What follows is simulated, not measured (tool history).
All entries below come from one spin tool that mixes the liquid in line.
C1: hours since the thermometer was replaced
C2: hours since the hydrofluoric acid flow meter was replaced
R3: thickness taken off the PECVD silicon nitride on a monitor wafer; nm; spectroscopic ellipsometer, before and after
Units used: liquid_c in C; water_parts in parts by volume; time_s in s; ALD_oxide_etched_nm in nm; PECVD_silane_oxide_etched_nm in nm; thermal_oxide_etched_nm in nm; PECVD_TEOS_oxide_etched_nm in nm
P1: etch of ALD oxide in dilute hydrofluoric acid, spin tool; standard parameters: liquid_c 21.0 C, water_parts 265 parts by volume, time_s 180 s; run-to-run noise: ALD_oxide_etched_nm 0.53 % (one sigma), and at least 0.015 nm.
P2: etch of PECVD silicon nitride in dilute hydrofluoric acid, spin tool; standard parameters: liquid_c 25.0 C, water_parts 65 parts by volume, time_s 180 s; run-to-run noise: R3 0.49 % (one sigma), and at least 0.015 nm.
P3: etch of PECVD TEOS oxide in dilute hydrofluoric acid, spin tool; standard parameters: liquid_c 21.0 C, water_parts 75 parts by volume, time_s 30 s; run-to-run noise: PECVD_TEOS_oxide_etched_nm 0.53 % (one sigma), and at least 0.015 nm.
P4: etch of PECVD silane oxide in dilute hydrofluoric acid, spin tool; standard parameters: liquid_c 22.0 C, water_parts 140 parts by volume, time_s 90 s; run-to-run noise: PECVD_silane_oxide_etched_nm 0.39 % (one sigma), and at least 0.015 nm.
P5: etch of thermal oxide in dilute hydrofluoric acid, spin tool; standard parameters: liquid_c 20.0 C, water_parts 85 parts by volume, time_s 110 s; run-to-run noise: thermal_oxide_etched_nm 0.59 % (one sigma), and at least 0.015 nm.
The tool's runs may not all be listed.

Run 1, day 0.188: process P1, liquid_c 21.0 C, water_parts 265 parts by volume, time_s 180 s; C1 480.5; C2 618.4. Result: ALD_oxide_etched_nm 7.1186 nm.
Run 2, day 0.371: process P4, liquid_c 22.0 C, water_parts 140 parts by volume, time_s 20 s; C1 484.9; C2 622.8. Result: PECVD_silane_oxide_etched_nm 3.6926 nm.
Run 3, day 0.500: process P1, liquid_c 17.0 C, water_parts 265 parts by volume, time_s 180 s; C1 488.0; C2 625.9. Result: ALD_oxide_etched_nm 6.1313 nm.
Run 4, day 0.683: process P2, liquid_c 25.0 C, water_parts 115 parts by volume, time_s 180 s; C1 492.4; C2 630.3. Result: R3 6.4092 nm.
Run 5, day 0.829: process P5, liquid_c 20.0 C, water_parts 85 parts by volume, time_s 15 s; C1 495.9; C2 633.8. Result: thermal_oxide_etched_nm 0.73415 nm.
Run 6, day 0.983: process P1, liquid_c 21.0 C, water_parts 450 parts by volume, time_s 180 s; C1 499.6; C2 637.5. Result: ALD_oxide_etched_nm 3.5882 nm.
Run 7, day 1.088: process P1, liquid_c 21.0 C, water_parts 265 parts by volume, time_s 180 s; C1 502.1; C2 640.0. Result: ALD_oxide_etched_nm 7.1461 nm.
Run 8, day 1.275: process P1, liquid_c 21.0 C, water_parts 60 parts by volume, time_s 315 s; C1 506.6; C2 644.5. Result: ALD_oxide_etched_nm 68.8950 nm.
Run 9, day 1.425: process P2, liquid_c 25.0 C, water_parts 65 parts by volume, time_s 95 s; C1 510.2; C2 648.1. Result: R3 5.9174 nm.
Run 10, day 1.588: process P5, liquid_c 20.0 C, water_parts 85 parts by volume, time_s 110 s; C1 514.1; C2 652.0. Result: thermal_oxide_etched_nm 5.38830 nm.
Run 11, day 1.671: process P4, liquid_c 27.5 C, water_parts 140 parts by volume, time_s 90 s; C1 516.1; C2 654.0. Result: PECVD_silane_oxide_etched_nm 20.5750 nm.
Run 12, day 1.862: process P4, liquid_c 22.0 C, water_parts 140 parts by volume, time_s 90 s; C1 520.7; C2 658.6. Result: PECVD_silane_oxide_etched_nm 16.7590 nm.
Run 13, day 1.988: process P5, liquid_c 20.0 C, water_parts 55 parts by volume, time_s 110 s; C1 523.7; C2 661.6. Result: thermal_oxide_etched_nm 8.66930 nm.
Run 14, day 2.096: process P2, liquid_c 25.0 C, water_parts 65 parts by volume, time_s 180 s; C1 526.3; C2 664.2. Result: R3 11.1770 nm.
Run 15, day 2.183: process P4, liquid_c 22.0 C, water_parts 140 parts by volume, time_s 90 s; C1 528.4; C2 666.3. Result: PECVD_silane_oxide_etched_nm 16.7000 nm.
Run 16, day 2.329: process P5, liquid_c 20.0 C, water_parts 85 parts by volume, time_s 110 s; C1 531.9; C2 669.8. Result: thermal_oxide_etched_nm 5.39130 nm.
Run 17, day 2.446: process P1, liquid_c 21.0 C, water_parts 265 parts by volume, time_s 270 s; C1 534.7; C2 672.6. Result: ALD_oxide_etched_nm 10.6900 nm.
Run 18, day 2.575: process P1, liquid_c 21.0 C, water_parts 155 parts by volume, time_s 180 s; C1 537.8; C2 675.7. Result: ALD_oxide_etched_nm 13.6870 nm.
Run 19, day 2.742: process P3, liquid_c 17.0 C, water_parts 75 parts by volume, time_s 30 s; C1 541.8; C2 679.7. Result: PECVD_TEOS_oxide_etched_nm 8.3267 nm.
Run 20, day 2.842: process P3, liquid_c 21.0 C, water_parts 140 parts by volume, time_s 30 s; C1 544.2; C2 682.1. Result: PECVD_TEOS_oxide_etched_nm 4.9576 nm.
Run 21, day 2.954: process P1, liquid_c 21.0 C, water_parts 265 parts by volume, time_s 180 s; C1 546.9; C2 684.8. Result: ALD_oxide_etched_nm 7.0844 nm.
Run 22, day 3.075: process P5, liquid_c 17.0 C, water_parts 85 parts by volume, time_s 110 s; C1 549.8; C2 687.7. Result: thermal_oxide_etched_nm 4.78310 nm.
Run 23, day 3.192: process P3, liquid_c 21.0 C, water_parts 75 parts by volume, time_s 30 s; C1 552.6; C2 690.5. Result: PECVD_TEOS_oxide_etched_nm 9.8738 nm.
Run 24, day 3.350: process P4, liquid_c 22.0 C, water_parts 250 parts by volume, time_s 90 s; C1 556.4; C2 694.3. Result: PECVD_silane_oxide_etched_nm 8.3371 nm.
Run 25, day 3.450: process P1, liquid_c 21.0 C, water_parts 265 parts by volume, time_s 180 s; C1 558.8; C2 696.7. Result: ALD_oxide_etched_nm 7.1135 nm.
Run 26, day 3.608: process P1, liquid_c 21.0 C, water_parts 265 parts by volume, time_s 180 s; C1 562.6; C2 700.5. Result: ALD_oxide_etched_nm 7.1078 nm.
Run 27, day 3.696: process P3, liquid_c 21.0 C, water_parts 75 parts by volume, time_s 65 s; C1 564.7; C2 702.6. Result: PECVD_TEOS_oxide_etched_nm 21.5580 nm.
Run 28, day 3.838: process P1, liquid_c 21.0 C, water_parts 265 parts by volume, time_s 180 s; C1 568.1; C2 706.0. Result: ALD_oxide_etched_nm 7.1630 nm.
Run 29, day 4.000: process P2, liquid_c 29.5 C, water_parts 65 parts by volume, time_s 180 s; C1 572.0; C2 709.9. Result: R3 15.1360 nm.
Run 30, day 4.100: process P1, liquid_c 28.0 C, water_parts 265 parts by volume, time_s 180 s; C1 574.4; C2 712.3. Result: ALD_oxide_etched_nm 9.1153 nm.
Run 31, day 4.208: process P1, liquid_c 21.0 C, water_parts 265 parts by volume, time_s 95 s; C1 577.0; C2 714.9. Result: ALD_oxide_etched_nm 3.7201 nm.

Run 32 has not been measured yet. What should we expect?
Run 32, day 4.396: process P1, liquid_c 26.5 C, water_parts 265 parts by volume, time_s 25 s; C1 581.5; C2 719.4. Result: ALD_oxide_etched_nm ?.

{"run 32": {"ALD_oxide_etched_nm": 1.1962}}
